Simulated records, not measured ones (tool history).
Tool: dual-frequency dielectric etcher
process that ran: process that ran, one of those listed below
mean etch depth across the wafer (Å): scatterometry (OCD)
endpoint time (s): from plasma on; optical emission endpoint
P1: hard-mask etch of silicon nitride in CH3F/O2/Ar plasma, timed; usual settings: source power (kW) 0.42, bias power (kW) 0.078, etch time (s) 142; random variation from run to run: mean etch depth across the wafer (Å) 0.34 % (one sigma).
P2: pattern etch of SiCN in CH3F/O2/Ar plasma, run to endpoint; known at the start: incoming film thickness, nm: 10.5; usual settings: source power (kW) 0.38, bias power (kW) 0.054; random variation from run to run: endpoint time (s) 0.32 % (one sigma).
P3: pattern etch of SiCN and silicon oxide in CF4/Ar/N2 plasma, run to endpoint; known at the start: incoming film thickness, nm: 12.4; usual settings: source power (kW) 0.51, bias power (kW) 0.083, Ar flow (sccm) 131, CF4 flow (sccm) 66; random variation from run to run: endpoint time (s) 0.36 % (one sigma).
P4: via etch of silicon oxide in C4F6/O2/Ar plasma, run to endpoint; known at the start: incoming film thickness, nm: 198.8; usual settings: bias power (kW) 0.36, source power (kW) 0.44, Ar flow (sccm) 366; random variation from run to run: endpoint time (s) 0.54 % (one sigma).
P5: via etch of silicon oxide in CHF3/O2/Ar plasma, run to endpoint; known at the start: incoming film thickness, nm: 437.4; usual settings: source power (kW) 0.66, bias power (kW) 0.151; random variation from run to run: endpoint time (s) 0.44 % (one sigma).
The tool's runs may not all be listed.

| run | day | process that ran | source power (kW) | bias power (kW) | etch time (s) | Ar flow (sccm) | CF4 flow (sccm) | hours since the last wet clean | hours since the last source power generator calibration | hours since the last bias power generator calibration | mean etch depth across the wafer (Å) | endpoint time (s) |
|---|---|---|---|---|---|---|---|---|---|---|---|---|
| 1 | 0.317 | P1 | 0.42 | 0.078 | 142 |  |  | 166.3 | 1172 | 3016.9 | 1039.3 |  |
| 2 | 0.908 | P1 | 0.42 | 0.078 | 142 |  |  | 180.5 | 1186.2 | 3031.1 | 1037.4 |  |
| 3 | 1.229 | P2 | 0.38 | 0.054 |  |  |  | 188.2 | 1193.9 | 3038.8 |  | 31.936 |
| 4 | 1.625 | P1 | 0.42 | 0.047 | 142 |  |  | 197.7 | 1203.4 | 3048.3 | 877.01 |  |
| 5 | 2.225 | P4 | 0.44 | 0.36 |  | 366 |  | 212.1 | 1217.8 | 3062.7 |  | 46.178 |
| 6 | 2.533 | P1 | 0.42 | 0.078 | 79.5 |  |  | 219.5 | 1225.2 | 3070.1 | 584.01 |  |
| 7 | 3.088 | P3 | 0.51 | 0.11 |  | 131 | 66 | 232.8 | 1238.5 | 3083.4 |  | 11.196 |
| 8 | 3.417 | P1 | 0.34 | 0.078 | 142 |  |  | 240.7 | 1246.4 | 3091.3 | 954.89 |  |
| 9 | 4.029 | P2 | 0.54 | 0.054 |  |  |  | 255.4 | 1261.1 | 3106 |  | 27.842 |
| 10 | 4.396 | P4 | 0.29 | 0.36 |  | 366 |  | 264.2 | 1269.9 | 3114.8 |  | 54.555 |
| 11 | 4.738 | P4 | 0.44 | 0.36 |  | 366 |  | 272.4 | 1278.1 | 3123 |  | 46.352 |
| 12 | 5.354 | P1 | 0.54 | 0.078 | 142 |  |  | 287.2 | 1292.9 | 3137.8 | 1139.2 |  |
| 13 | 5.746 | P4 | 0.44 | 0.36 |  | 248 |  | 296.6 | 1302.3 | 3147.2 |  | 44.676 |
| 14 | 6.062 | P1 | 0.42 | 0.078 | 202 |  |  | 304.2 | 1309.9 | 3154.8 | 1470.6 |  |
| 15 | 6.433 | P3 | 0.51 | 0.083 |  | 131 | 66 | 313.1 | 1318.8 | 3163.7 |  | 12.485 |
| 16 | 6.788 | P5 | 0.66 | 0.151 |  |  |  | 321.6 | 1327.3 | 3172.2 |  | 225.9 |
| 17 | 7.088 | P5 | 0.66 | 0.214 |  |  |  | 328.8 | 1334.5 | 3179.4 |  | 201.47 |
| 18 | 7.658 | P1 | 0.28 | 0.101 | 142 |  |  | 342.5 | 1348.2 | 3193.1 | 981.71 |  |
| 19 | 8.196 | P3 | 0.4 | 0.083 |  | 131 | 66 | 355.4 | 1361.1 | 3206 |  | 15.409 |
| 20 | 8.608 | P1 | 0.42 | 0.102 | 142 |  |  | 365.3 | 1371 | 3215.9 | 1138.1 |  |
| 21 | 8.975 | P1 | 0.42 | 0.078 | 142 |  |  | 374.1 | 1379.8 | 3224.7 | 1033.4 |  |
| 22 | 9.554 | P2 | 0.38 | 0.054 |  |  |  | 388 | 1393.7 | 3238.6 |  | 32.059 |
| 23 | 9.862 | P1 | 0.42 | 0.078 | 142 |  |  | 395.4 | 1401.1 | 3246 | 1041.2 |  |
| 24 | 10.433 | P2 | 0.38 | 0.069 |  |  |  | 409.1 | 1414.8 | 3259.7 |  | 29.51 |
| 25 | 10.971 | P4 | 0.44 | 0.454 |  | 366 |  | 422 | 1427.7 | 3272.6 |  | 42.809 |
| 26 | 11.271 | P5 | 0.51 | 0.151 |  |  |  | 429.2 | 1434.9 | 3279.8 |  | 250.63 |
| 27 | 11.758 | P3 | 0.51 | 0.083 |  | 88 | 66 | 440.9 | 1446.6 | 3291.5 |  | 11.777 |

Run 28 comes next. What will it give?
| 28 | 12.217 | P5 | 0.66 | 0.151 |  |  |  | 451.9 | 1457.6 | 3302.5 |  | ? |

Run 28 gave endpoint time (s) 225.31.
